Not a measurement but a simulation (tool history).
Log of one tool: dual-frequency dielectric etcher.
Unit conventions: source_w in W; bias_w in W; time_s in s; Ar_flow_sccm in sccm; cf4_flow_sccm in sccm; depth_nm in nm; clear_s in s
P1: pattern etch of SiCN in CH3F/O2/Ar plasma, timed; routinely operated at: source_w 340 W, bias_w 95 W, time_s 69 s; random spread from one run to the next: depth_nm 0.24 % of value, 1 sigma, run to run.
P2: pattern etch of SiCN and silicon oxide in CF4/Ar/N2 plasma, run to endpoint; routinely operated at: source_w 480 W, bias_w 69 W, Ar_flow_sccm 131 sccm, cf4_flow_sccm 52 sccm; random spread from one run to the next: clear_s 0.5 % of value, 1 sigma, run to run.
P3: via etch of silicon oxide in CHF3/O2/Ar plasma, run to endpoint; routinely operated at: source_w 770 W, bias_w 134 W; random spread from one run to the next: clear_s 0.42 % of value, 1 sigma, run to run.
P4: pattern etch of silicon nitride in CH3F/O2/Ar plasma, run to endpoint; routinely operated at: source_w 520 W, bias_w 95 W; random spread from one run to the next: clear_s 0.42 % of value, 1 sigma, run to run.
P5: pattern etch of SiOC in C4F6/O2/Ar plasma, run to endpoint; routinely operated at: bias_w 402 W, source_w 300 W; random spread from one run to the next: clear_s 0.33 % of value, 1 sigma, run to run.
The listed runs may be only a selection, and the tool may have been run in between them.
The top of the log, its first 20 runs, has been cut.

Run 21, hour 105.3: process P4, source_w 520 W, bias_w 95 W. Result: clear_s 43.392 s.
Run 22, hour 111: process P3, source_w 770 W, bias_w 134 W. Result: clear_s 365.25 s.
Run 23, hour 114.9: process P1, source_w 340 W, bias_w 95 W, time_s 69 s. Result: depth_nm 27.677 nm.
Run 24, hour 121.3: process P2, source_w 480 W, bias_w 69 W, Ar_flow_sccm 131 sccm, cf4_flow_sccm 52 sccm. Result: clear_s 14.986 s.
Run 25, hour 126.2: process P3, source_w 470 W, bias_w 134 W. Result: clear_s 445.72 s.
Run 26, hour 129.6: process P2, source_w 480 W, bias_w 69 W, Ar_flow_sccm 131 sccm, cf4_flow_sccm 34 sccm. Result: clear_s 16.114 s.
Run 27, hour 134: process P4, source_w 520 W, bias_w 68 W. Result: clear_s 48.449 s.
Run 28, hour 139.2: process P1, source_w 340 W, bias_w 61 W, time_s 69 s. Result: depth_nm 23.612 nm.
Run 29, hour 142.2: process P1, source_w 210 W, bias_w 95 W, time_s 69 s. Result: depth_nm 23.29 nm.

Run 30, settings as shown, results not yet in. Your forecast:
Run 30, hour 148.4: process P1, source_w 340 W, bias_w 121 W, time_s 69 s. Result: depth_nm ?.

{"run 30": {"depth_nm": 30.415}}
